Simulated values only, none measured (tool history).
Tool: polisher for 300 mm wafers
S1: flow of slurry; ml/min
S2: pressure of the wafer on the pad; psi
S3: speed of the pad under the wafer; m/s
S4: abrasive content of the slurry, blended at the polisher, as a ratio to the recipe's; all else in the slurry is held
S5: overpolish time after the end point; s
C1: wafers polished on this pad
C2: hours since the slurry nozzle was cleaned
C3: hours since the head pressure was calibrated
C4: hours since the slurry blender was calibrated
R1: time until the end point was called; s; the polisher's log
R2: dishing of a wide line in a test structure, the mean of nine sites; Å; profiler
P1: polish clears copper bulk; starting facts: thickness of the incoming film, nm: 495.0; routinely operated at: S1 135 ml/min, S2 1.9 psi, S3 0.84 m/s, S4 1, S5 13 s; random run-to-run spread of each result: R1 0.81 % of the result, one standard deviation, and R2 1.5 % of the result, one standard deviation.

run 1 hour=6 | S1=135 S2=1.9 S3=0.84 S4=1 S5=13 | C1=425 C2=349 C3=252.4 C4=167.8 | R1=108.56 R2=265.25
run 2 hour=9.1 | S1=135 S2=1.9 S3=0.84 S4=1 S5=5 | C1=458 C2=352.1 C3=255.5 C4=170.9 | R1=109.49 R2=144.01
run 3 hour=14.8 | S1=135 S2=1.9 S3=0.84 S4=1 S5=13 | C1=519 C2=357.8 C3=261.2 C4=176.6 | R1=109.97 R2=253.47
run 4 hour=20.1 | S1=80 S2=1.9 S3=0.84 S4=1 S5=13 | C1=576 C2=363.1 C3=266.5 C4=181.9 | R1=124.12 R2=245.27
run 5 hour=23.3 | S1=170 S2=1.9 S3=0.84 S4=1 S5=13 | C1=610 C2=366.3 C3=269.7 C4=185.1 | R1=104.7 R2=266.88
run 6 hour=29.6 | S1=135 S2=2.5 S3=0.84 S4=1 S5=13 | C1=678 C2=372.6 C3=276 C4=191.4 | R1=83.491 R2=293.66
run 7 hour=34.6 | S1=135 S2=1.9 S3=0.44 S4=1 S5=13 | C1=731 C2=377.6 C3=281 C4=196.4 | R1=211.28 R2=181.19
run 8 hour=39.4 | S1=135 S2=1.9 S3=1.3 S4=1 S5=4 | C1=783 C2=382.4 C3=285.8 C4=201.2 | R1=71.461 R2=169.97
run 9 hour=45.3 | S1=135 S2=2.6 S3=0.84 S4=1 S5=18 | C1=846 C2=388.3 C3=291.7 C4=207.1 | R1=79.548 R2=328.63
run 10 hour=48.3 | S1=135 S2=2.7 S3=0.84 S4=1 S5=4 | C1=878 C2=391.3 C3=294.7 C4=210.1 | R1=78.042 R2=157.82
run 11 hour=53.1 | S1=135 S2=1.9 S3=0.84 S4=1 S5=13 | C1=929 C2=396.1 C3=299.5 C4=214.9 | R1=109.96 R2=247.16
run 12 hour=56.8 | S1=135 S2=1.9 S3=0.84 S4=0.6 S5=13 | C1=969 C2=399.8 C3=303.2 C4=218.6 | R1=122.35 R2=248.21
-- hour=60.1 head pressure recalibrated
run 13 hour=61.5 | S1=135 S2=1.9 S3=0.84 S4=1 S5=13 | C1=1019 C2=404.5 C3=1.5 C4=223.3 | R1=108.69 R2=262.58
run 14 hour=67.8 | S1=135 S2=1.9 S3=1.32 S4=1 S5=13 | C1=1087 C2=410.8 C3=7.8 C4=229.6 | R1=69.074 R2=305.22
run 15 hour=70.8 | S1=135 S2=1.9 S3=0.84 S4=1.45 S5=13 | C1=1119 C2=413.8 C3=10.8 C4=232.6 | R1=100.65 R2=270.24
run 16 hour=74 | S1=135 S2=1.9 S3=0.84 S4=1 S5=13 | C1=1153 C2=417 C3=14 C4=235.8 | R1=108.78 R2=259.52
run 17 hour=77.3 | S1=135 S2=1.9 S3=0.84 S4=1 S5=23 | C1=1189 C2=420.3 C3=17.3 C4=239.1 | R1=107.45 R2=311.78
run 18 hour=83 | S1=135 S2=1.1 S3=0.84 S4=1 S5=13 | C1=1250 C2=426 C3=23 C4=244.8 | R1=191.03 R2=183.91
run 19 hour=86.9 | S1=135 S2=1.9 S3=0.84 S4=1 S5=13 | C1=1292 C2=429.9 C3=26.9 C4=248.7 | R1=109.55 R2=262.17
run 20 hour=90.6 | S1=135 S2=1.9 S3=0.84 S4=1 S5=13 | C1=1331 C2=433.6 C3=30.6 C4=252.4 | R1=112.29 R2=251.97
run 21 hour=94.7 | S1=135 S2=1.9 S3=0.84 S4=1 S5=13 | C1=1375 C2=437.7 C3=34.7 C4=256.5 | R1=115.27 R2=258.02
run 22 hour=97.8 | S1=135 S2=1.9 S3=0.84 S4=1 S5=13 | C1=1408 C2=440.8 C3=37.8 C4=259.6 | R1=114.71 R2=251.14
run 23 hour=103.4 | S1=135 S2=1.9 S3=0.84 S4=1 S5=13 | C1=1468 C2=446.4 C3=43.4 C4=265.2 | R1=117.11 R2=250.32
-- hour=105 slurry blender recalibrated
-- hour=105.8 head pressure recalibrated
run 24 hour=106.8 | S1=135 S2=1.9 S3=0.84 S4=1 S5=13 | C1=1505 C2=449.8 C3=1.1 C4=1.8 | R1=119.11 R2=249.52
run 25 hour=111.7 | S1=135 S2=1.9 S3=0.84 S4=1 S5=13 | C1=1557 C2=454.7 C3=6 C4=6.7 | R1=117.9 R2=243.23
run 26 hour=117.3 | S1=135 S2=1.9 S3=0.84 S4=1 S5=13 | C1=1617 C2=460.3 C3=11.6 C4=12.3 | R1=119.8 R2=243.51
run 27 hour=123 | S1=135 S2=1.9 S3=0.84 S4=1 S5=13 | C1=1678 C2=466 C3=17.3 C4=18 | R1=120.25 R2=248.56

Something has made what P1 gives creep away from where it was; the 2 causes below, each at its own stated size, fit the log equally well:
A: removal rate lost through wear of the pad, % = 8.5
B: slurry flow missing at the pad, % = 32.1
The drift started at roughly hour 86.9.
All other causes, with the reason each is excluded:
head's pressure below its setpoint, %: maintenance at hour 105.8, after the shift began, did not return the process to its former output
abrasive missing from the slurry, %: maintenance at hour 105, after the shift began, did not return the process to its former output

You are offered 4 check runs, listed below with question marks in place of their results; each one averages 3 wafers. Which run separates the listed causes by giving clearly different results for each?
run check 1 hour=128.7 | S1=135 S2=1.9 S3=0.84 S4=1.3 S5=18 | R1=? R2=?
run check 2 hour=128.7 | S1=135 S2=1.9 S3=0.5 S4=0.75 S5=13 | R1=? R2=?
run check 3 hour=128.7 | S1=135 S2=1.9 S3=0.58 S4=0.65 S5=13 | R1=? R2=?
run check 4 hour=128.7 | S1=90 S2=1.9 S3=0.62 S4=1 S5=13 | R1=? R2=?

Outcome of each check run for each possible cause:
check=check_1 result=R1 if_A=112.93 if_B=112.91
check=check_1 result=R2 if_A=291.44 if_B=291.46
check=check_2 result=R1 if_A=213.41 if_B=213.38
check=check_2 result=R2 if_A=174.86 if_B=174.88
check=check_3 result=R1 if_A=189.45 if_B=189.43
check=check_3 result=R2 if_A=189.46 if_B=189.48
check=check_4 result=R1 if_A=177.9 if_B=184.65
check=check_4 result=R2 if_A=197.33 if_B=192.66
Gap, in per cent, between the two causes that each check separates least, read from the result that separates them most: check 1 0.01 %; check 2 0.01 %; check 3 0.01 %; check 4 3.72 %
Of the check runs offered, only check 4 discriminates between the causes; the rest would read about the same regardless of which cause applies.

Check 4 has now been run. It gave: R1 177.53 s; R2 197.83 Å. Which of the candidate causes is it?

The correct cause is A, namely: removal rate lost through wear of the pad, %.
